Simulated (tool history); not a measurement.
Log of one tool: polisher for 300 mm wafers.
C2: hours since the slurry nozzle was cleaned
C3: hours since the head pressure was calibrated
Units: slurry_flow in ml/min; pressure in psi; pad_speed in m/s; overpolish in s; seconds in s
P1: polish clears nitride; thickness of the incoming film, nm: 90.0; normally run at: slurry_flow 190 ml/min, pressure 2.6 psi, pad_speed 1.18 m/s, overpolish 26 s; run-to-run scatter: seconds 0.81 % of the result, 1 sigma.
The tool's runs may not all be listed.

run 1 day=0.608 | slurry_flow=190 pressure=2.6 pad_speed=1.18 overpolish=26 | wafers_polished_on_this_pad=297 C2=233.7 C3=311.5 | seconds=89.307
run 2 day=1.162 | slurry_flow=190 pressure=2.6 pad_speed=1.84 overpolish=26 | wafers_polished_on_this_pad=443 C2=247 C3=324.8 | seconds=56.986
run 3 day=1.829 | slurry_flow=190 pressure=2.6 pad_speed=0.54 overpolish=26 | wafers_polished_on_this_pad=618 C2=263 C3=340.8 | seconds=194.19
-- day=2.154 slurry nozzle cleaned
run 4 day=2.338 | slurry_flow=190 pressure=1.3 pad_speed=1.18 overpolish=26 | wafers_polished_on_this_pad=752 C2=4.4 C3=353 | seconds=176.24
run 5 day=2.804 | slurry_flow=190 pressure=2.6 pad_speed=1.18 overpolish=46 | wafers_polished_on_this_pad=875 C2=15.6 C3=364.2 | seconds=87.99
run 6 day=3.271 | slurry_flow=190 pressure=2.6 pad_speed=1.18 overpolish=26 | wafers_polished_on_this_pad=998 C2=26.8 C3=375.4 | seconds=89.314
run 7 day=3.658 | slurry_flow=190 pressure=2.6 pad_speed=1.18 overpolish=8 | wafers_polished_on_this_pad=1100 C2=36.1 C3=384.7 | seconds=88.796
run 8 day=4.042 | slurry_flow=275 pressure=2.6 pad_speed=1.18 overpolish=26 | wafers_polished_on_this_pad=1201 C2=45.3 C3=393.9 | seconds=85.926
run 9 day=4.383 | slurry_flow=190 pressure=2.6 pad_speed=1.18 overpolish=26 | wafers_polished_on_this_pad=1291 C2=53.5 C3=402.1 | seconds=88.44
run 10 day=4.967 | slurry_flow=190 pressure=2.6 pad_speed=1.18 overpolish=26 | wafers_polished_on_this_pad=1444 C2=67.5 C3=416.1 | seconds=89.002
run 11 day=5.508 | slurry_flow=115 pressure=2.6 pad_speed=1.18 overpolish=26 | wafers_polished_on_this_pad=1587 C2=80.5 C3=429.1 | seconds=97.457
run 12 day=6.204 | slurry_flow=275 pressure=2.6 pad_speed=1.58 overpolish=26 | wafers_polished_on_this_pad=1770 C2=97.2 C3=445.8 | seconds=63.553
run 13 day=6.775 | slurry_flow=190 pressure=2.6 pad_speed=1.7 overpolish=10 | wafers_polished_on_this_pad=1920 C2=110.9 C3=459.5 | seconds=62.076
run 14 day=7.446 | slurry_flow=190 pressure=1.4 pad_speed=1.18 overpolish=43 | wafers_polished_on_this_pad=2097 C2=127 C3=475.6 | seconds=164.18
run 15 day=8.179 | slurry_flow=190 pressure=3.8 pad_speed=1.18 overpolish=26 | wafers_polished_on_this_pad=2290 C2=144.6 C3=493.2 | seconds=60.665
run 16 day=8.821 | slurry_flow=190 pressure=2.6 pad_speed=1.18 overpolish=26 | wafers_polished_on_this_pad=2459 C2=160 C3=508.6 | seconds=88.23
run 17 day=9.229 | slurry_flow=190 pressure=2.6 pad_speed=1.18 overpolish=26 | wafers_polished_on_this_pad=2567 C2=169.8 C3=518.4 | seconds=90.505
run 18 day=9.721 | slurry_flow=190 pressure=2.6 pad_speed=1.18 overpolish=26 | wafers_polished_on_this_pad=2696 C2=181.6 C3=530.2 | seconds=93.537

Forecast run 19:
run 19 day=10.238 | slurry_flow=190 pressure=2.6 pad_speed=1.18 overpolish=26 | wafers_polished_on_this_pad=2832 C2=194 C3=542.6 | seconds=?

Run 19 gave seconds 94.29 s.

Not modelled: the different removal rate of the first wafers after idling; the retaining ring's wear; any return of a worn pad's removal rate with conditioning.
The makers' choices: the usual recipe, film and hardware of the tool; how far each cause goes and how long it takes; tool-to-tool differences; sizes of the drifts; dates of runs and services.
